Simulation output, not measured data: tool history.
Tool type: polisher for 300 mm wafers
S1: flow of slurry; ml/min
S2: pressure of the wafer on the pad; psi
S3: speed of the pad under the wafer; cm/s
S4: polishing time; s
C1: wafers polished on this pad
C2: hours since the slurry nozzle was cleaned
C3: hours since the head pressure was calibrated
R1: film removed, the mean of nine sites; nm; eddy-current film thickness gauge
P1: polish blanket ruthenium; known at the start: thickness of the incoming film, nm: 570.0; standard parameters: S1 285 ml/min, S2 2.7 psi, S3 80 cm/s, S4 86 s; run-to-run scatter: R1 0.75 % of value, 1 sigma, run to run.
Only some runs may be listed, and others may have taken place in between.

Run 1, hour 16.9: S1 285 ml/min, S2 2.7 psi, S3 80 cm/s, S4 86 s; C1 544; C2 225.6; C3 238.7. Result: R1 110.85 nm.
Run 2, hour 24.6: S1 285 ml/min, S2 2.7 psi, S3 80 cm/s, S4 86 s; C1 598; C2 233.3; C3 246.4. Result: R1 110.03 nm.
Run 3, hour 36: S1 350 ml/min, S2 2.7 psi, S3 56 cm/s, S4 86 s; C1 678; C2 244.7; C3 257.8. Result: R1 78.187 nm.
Run 4, hour 50.7: S1 440 ml/min, S2 2.7 psi, S3 80 cm/s, S4 86 s; C1 781; C2 259.4; C3 272.5. Result: R1 113.21 nm.
At hour 61.5: worn pad replaced by a new one.
Run 5, hour 62.2: S1 285 ml/min, S2 1.2 psi, S3 80 cm/s, S4 86 s; C1 5; C2 270.9; C3 284. Result: R1 48.841 nm.
Run 6, hour 70.2: S1 285 ml/min, S2 4.2 psi, S3 80 cm/s, S4 86 s; C1 61; C2 278.9; C3 292. Result: R1 172.28 nm.
Run 7, hour 82.7: S1 285 ml/min, S2 2.7 psi, S3 118 cm/s, S4 86 s; C1 148; C2 291.4; C3 304.5. Result: R1 163.63 nm.
Run 8, hour 91.9: S1 285 ml/min, S2 2.7 psi, S3 80 cm/s, S4 121 s; C1 213; C2 300.6; C3 313.7. Result: R1 156.33 nm.
At hour 97.1: head pressure recalibrated.
Run 9, hour 106.1: S1 285 ml/min, S2 2.7 psi, S3 80 cm/s, S4 86 s; C1 312; C2 314.8; C3 9.1. Result: R1 110.53 nm.
Run 10, hour 122.8: S1 285 ml/min, S2 2.7 psi, S3 80 cm/s, S4 47 s; C1 429; C2 331.5; C3 25.8. Result: R1 60.897 nm.
Run 11, hour 134.5: S1 170 ml/min, S2 2.7 psi, S3 80 cm/s, S4 86 s; C1 511; C2 343.2; C3 37.5. Result: R1 104.72 nm.
Run 12, hour 151.3: S1 285 ml/min, S2 2.7 psi, S3 38 cm/s, S4 86 s; C1 629; C2 360; C3 54.3. Result: R1 52.461 nm.
Run 13, hour 164.2: S1 415 ml/min, S2 2.7 psi, S3 44 cm/s, S4 86 s; C1 719; C2 372.9; C3 67.2. Result: R1 62.482 nm.
Run 14, hour 171.7: S1 285 ml/min, S2 2.7 psi, S3 80 cm/s, S4 86 s; C1 772; C2 380.4; C3 74.7. Result: R1 110.93 nm.
Run 15, hour 188.2: S1 285 ml/min, S2 2.7 psi, S3 80 cm/s, S4 86 s; C1 888; C2 396.9; C3 91.2. Result: R1 110.41 nm.
Run 16, hour 205: S1 285 ml/min, S2 3.3 psi, S3 104 cm/s, S4 86 s; C1 1005; C2 413.7; C3 108. Result: R1 176.62 nm.
Run 17, hour 221.8: S1 285 ml/min, S2 2.7 psi, S3 80 cm/s, S4 86 s; C1 1123; C2 430.5; C3 124.8. Result: R1 110.48 nm.
Run 18, hour 235.7: S1 285 ml/min, S2 2.7 psi, S3 80 cm/s, S4 86 s; C1 1221; C2 444.4; C3 138.7. Result: R1 109.46 nm.
Run 19, hour 248.1: S1 285 ml/min, S2 2.7 psi, S3 80 cm/s, S4 86 s; C1 1307; C2 456.8; C3 151.1. Result: R1 108.31 nm.
Run 20, hour 257.2: S1 285 ml/min, S2 2.7 psi, S3 80 cm/s, S4 86 s; C1 1371; C2 465.9; C3 160.2. Result: R1 107.47 nm.
At hour 262.9: worn pad replaced by a new one.
Run 21, hour 270.8: S1 285 ml/min, S2 2.7 psi, S3 80 cm/s, S4 86 s; C1 55; C2 479.5; C3 173.8. Result: R1 106.93 nm.
Run 22, hour 279.7: S1 285 ml/min, S2 2.7 psi, S3 80 cm/s, S4 86 s; C1 118; C2 488.4; C3 182.7. Result: R1 105.22 nm.
Run 23, hour 288.1: S1 285 ml/min, S2 2.7 psi, S3 80 cm/s, S4 86 s; C1 176; C2 496.8; C3 191.1. Result: R1 106.93 nm.
Run 24, hour 304.6: S1 285 ml/min, S2 2.7 psi, S3 80 cm/s, S4 86 s; C1 292; C2 513.3; C3 207.6. Result: R1 106.41 nm.
Run 25, hour 320.7: S1 285 ml/min, S2 2.7 psi, S3 80 cm/s, S4 86 s; C1 405; C2 529.4; C3 223.7. Result: R1 104.66 nm.
Run 26, hour 336.8: S1 285 ml/min, S2 2.7 psi, S3 80 cm/s, S4 86 s; C1 518; C2 545.5; C3 239.8. Result: R1 105.16 nm.

The output of P1 has drifted from where it used to be. Each of the 2 causes below, taken at the size shown beside it, accounts for the log equally well:
A: slurry flow missing at the pad, % = 37.1
B: head's pressure below its setpoint, % = 5.39
The creep began at about hour 221.8.
What rules out each remaining cause:
removal rate lost through wear of the pad, %: serviced at hour 262.9, after the change had begun; the process did not return to its earlier output

The list below offers 4 check runs, each averaging the results of 5 wafers, and shows each result as a question mark. For which of them would the listed causes give clearly different results?
Run check 1, hour 352.9: S1 285 ml/min, S2 2.7 psi, S3 44 cm/s, S4 86 s. Result: R1 ?.
Run check 2, hour 352.9: S1 285 ml/min, S2 4.1 psi, S3 62 cm/s, S4 86 s. Result: R1 ?.
Run check 3, hour 352.9: S1 185 ml/min, S2 2.7 psi, S3 80 cm/s, S4 108 s. Result: R1 ?.
Run check 4, hour 352.9: S1 285 ml/min, S2 2.2 psi, S3 40 cm/s, S4 86 s. Result: R1 ?.

Outcome of each check run for each possible cause:
  check  result    if A    if B
check 1      R1  57.657  57.659
check 2      R1  123.37  123.37
check 3      R1  121.72  125.12
check 4      R1  42.709   42.71
Per check, the gap between the least separated pair of causes, taken in the result that splits them most: check 1 0 %; check 2 0 %; check 3 2.76 %; check 4 0 %
The other checks would show nearly matching results whichever cause is true, so check 3 is the only one that separates the causes.

Running check 3 produced the following: R1 121.44 nm. Which one of the listed causes fits?

A is the cause: slurry flow missing at the pad, %.
